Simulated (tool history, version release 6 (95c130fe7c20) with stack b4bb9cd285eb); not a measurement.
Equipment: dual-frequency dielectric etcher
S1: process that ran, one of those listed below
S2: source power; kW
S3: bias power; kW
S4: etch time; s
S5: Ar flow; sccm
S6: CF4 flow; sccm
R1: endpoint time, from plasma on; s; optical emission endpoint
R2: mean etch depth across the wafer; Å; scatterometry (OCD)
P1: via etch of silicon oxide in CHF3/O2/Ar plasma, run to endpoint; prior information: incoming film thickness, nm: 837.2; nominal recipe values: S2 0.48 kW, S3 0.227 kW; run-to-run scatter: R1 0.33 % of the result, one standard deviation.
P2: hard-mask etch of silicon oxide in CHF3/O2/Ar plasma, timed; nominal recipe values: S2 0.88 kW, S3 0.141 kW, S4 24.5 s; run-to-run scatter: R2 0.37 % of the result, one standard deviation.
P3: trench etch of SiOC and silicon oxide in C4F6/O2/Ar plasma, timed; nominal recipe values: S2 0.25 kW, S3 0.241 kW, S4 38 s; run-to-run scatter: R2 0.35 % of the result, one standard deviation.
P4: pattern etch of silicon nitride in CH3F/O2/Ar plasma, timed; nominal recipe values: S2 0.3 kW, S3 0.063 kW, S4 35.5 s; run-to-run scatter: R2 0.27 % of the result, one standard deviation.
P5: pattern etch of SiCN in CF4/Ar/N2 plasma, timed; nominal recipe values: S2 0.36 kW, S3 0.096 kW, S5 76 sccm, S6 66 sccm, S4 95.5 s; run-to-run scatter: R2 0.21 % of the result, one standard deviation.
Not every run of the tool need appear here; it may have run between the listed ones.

run   hour  S1    S2     S3    S4  S5  S6      R1      R2
  1   11.6  P1  0.48  0.227                416.82
  2   27.2  P2  0.69  0.141  24.5                   477.5
  3   40.5  P3  0.17  0.241    38                  618.18
  4   52.2  P4   0.3  0.049  35.5                  199.13
  5   63.7  P1  0.48  0.227                419.02
  6   74.8  P1  0.48  0.227                 418.3
  7     86  P1  0.66  0.272                348.93
  8  100.9  P3  0.25  0.241    21                  396.03
  9    117  P4   0.3  0.063  35.5                  217.27
 10    129  P3  0.25  0.338    38                  807.17
 11  138.7  P2  0.88  0.141  24.5                  523.36
 12  153.4  P1  0.48  0.227                419.87
 13  161.5  P5  0.36  0.096  95.5  94  66           771.1
 14  171.4  P1  0.48  0.227                417.95
 15  183.5  P2  0.88   0.19  24.5                   573.7
 16  190.6  P1  0.35  0.227                471.88
 17  198.4  P3  0.25  0.241    38                  716.91
 18  205.8  P5  0.36  0.072  95.5  76  66          715.87
 19  215.8  P5  0.36  0.096  52.5  76  66          434.36
 20  230.7  P4  0.41  0.063  35.5                  243.25
       239  -- bias power generator calibrated
     241.5  -- wet clean of the chamber
 21    243  P1  0.61  0.227                381.53
 22  258.6  P1  0.48  0.281                385.83
 23  265.9  P5  0.36  0.096  95.5  76  90          823.09
 24  275.9  P1  0.48  0.227                 420.2
 25  289.2  P4   0.3  0.063  23.5                   143.6

What will run 26 give?
 26  303.1  P3  0.25  0.241  38               ?

R2: 715.19 Å
